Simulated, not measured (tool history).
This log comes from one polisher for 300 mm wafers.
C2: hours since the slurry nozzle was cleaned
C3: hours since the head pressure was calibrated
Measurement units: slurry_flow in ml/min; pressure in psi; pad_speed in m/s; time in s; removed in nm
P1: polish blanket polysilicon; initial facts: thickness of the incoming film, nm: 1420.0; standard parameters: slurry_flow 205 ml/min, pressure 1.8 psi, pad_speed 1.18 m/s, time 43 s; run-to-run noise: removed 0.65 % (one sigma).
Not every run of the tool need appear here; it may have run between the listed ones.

{"run": 1, "day": 0.158, "slurry_flow": 205, "pressure": 1.8, "pad_speed": 1.18, "time": 43, "wafers polished on this pad": 1003, "C2": 441.4, "C3": 132.8, "removed": 292.58}
{"run": 2, "day": 0.392, "slurry_flow": 205, "pressure": 1.8, "pad_speed": 1.52, "time": 43, "wafers polished on this pad": 1054, "C2": 447, "C3": 138.4, "removed": 374.22}
{"run": 3, "day": 0.654, "slurry_flow": 205, "pressure": 2.8, "pad_speed": 1.18, "time": 43, "wafers polished on this pad": 1111, "C2": 453.3, "C3": 144.7, "removed": 454.56}
{"run": 4, "day": 0.954, "slurry_flow": 205, "pressure": 1.8, "pad_speed": 1.18, "time": 43, "wafers polished on this pad": 1177, "C2": 460.5, "C3": 151.9, "removed": 292.79}
{"day": 1.083, "done": "head pressure recalibrated"}
{"run": 5, "day": 1.125, "slurry_flow": 205, "pressure": 1.8, "pad_speed": 1.18, "time": 64, "wafers polished on this pad": 1214, "C2": 464.6, "C3": 1, "removed": 441.13}
{"run": 6, "day": 1.408, "slurry_flow": 315, "pressure": 1.8, "pad_speed": 1.18, "time": 43, "wafers polished on this pad": 1276, "C2": 471.4, "C3": 7.8, "removed": 310.09}
{"run": 7, "day": 1.588, "slurry_flow": 205, "pressure": 1.3, "pad_speed": 1.18, "time": 21, "wafers polished on this pad": 1315, "C2": 475.7, "C3": 12.1, "removed": 102.2}
{"run": 8, "day": 1.896, "slurry_flow": 205, "pressure": 1.8, "pad_speed": 0.54, "time": 43, "wafers polished on this pad": 1382, "C2": 483.1, "C3": 19.5, "removed": 131.8}
{"run": 9, "day": 2.088, "slurry_flow": 205, "pressure": 1.8, "pad_speed": 1.18, "time": 30, "wafers polished on this pad": 1423, "C2": 487.7, "C3": 24.1, "removed": 200.75}
{"run": 10, "day": 2.371, "slurry_flow": 205, "pressure": 1.8, "pad_speed": 1.62, "time": 64, "wafers polished on this pad": 1485, "C2": 494.5, "C3": 30.9, "removed": 603.99}
{"run": 11, "day": 2.621, "slurry_flow": 205, "pressure": 1.8, "pad_speed": 1.18, "time": 43, "wafers polished on this pad": 1540, "C2": 500.5, "C3": 36.9, "removed": 294.04}
{"day": 2.688, "done": "worn pad replaced by a new one"}
{"run": 12, "day": 2.775, "slurry_flow": 205, "pressure": 1.8, "pad_speed": 1.18, "time": 43, "wafers polished on this pad": 19, "C2": 504.2, "C3": 40.6, "removed": 291.48}
{"run": 13, "day": 3.004, "slurry_flow": 125, "pressure": 1.8, "pad_speed": 1.18, "time": 43, "wafers polished on this pad": 69, "C2": 509.7, "C3": 46.1, "removed": 269.1}
{"run": 14, "day": 3.183, "slurry_flow": 205, "pressure": 1.1, "pad_speed": 1.18, "time": 43, "wafers polished on this pad": 108, "C2": 514, "C3": 50.4, "removed": 179.32}
{"run": 15, "day": 3.396, "slurry_flow": 205, "pressure": 1.8, "pad_speed": 1.18, "time": 43, "wafers polished on this pad": 154, "C2": 519.1, "C3": 55.5, "removed": 293.99}
{"run": 16, "day": 3.612, "slurry_flow": 205, "pressure": 1.8, "pad_speed": 1.18, "time": 43, "wafers polished on this pad": 201, "C2": 524.3, "C3": 60.7, "removed": 287.98}
{"run": 17, "day": 3.867, "slurry_flow": 205, "pressure": 1.8, "pad_speed": 1.18, "time": 43, "wafers polished on this pad": 257, "C2": 530.4, "C3": 66.8, "removed": 286.27}
{"run": 18, "day": 4.142, "slurry_flow": 205, "pressure": 1.8, "pad_speed": 1.18, "time": 43, "wafers polished on this pad": 317, "C2": 537, "C3": 73.4, "removed": 276.31}
{"run": 19, "day": 4.404, "slurry_flow": 205, "pressure": 1.8, "pad_speed": 1.18, "time": 43, "wafers polished on this pad": 374, "C2": 543.3, "C3": 79.7, "removed": 275.15}

Run 20 comes next. What will it give?
{"run": 20, "day": 4.688, "slurry_flow": 205, "pressure": 1.8, "pad_speed": 1.18, "time": 43, "wafers polished on this pad": 435, "C2": 550.1, "C3": 86.5, "removed": "?"}

{"run 20": {"removed": 269.76}}
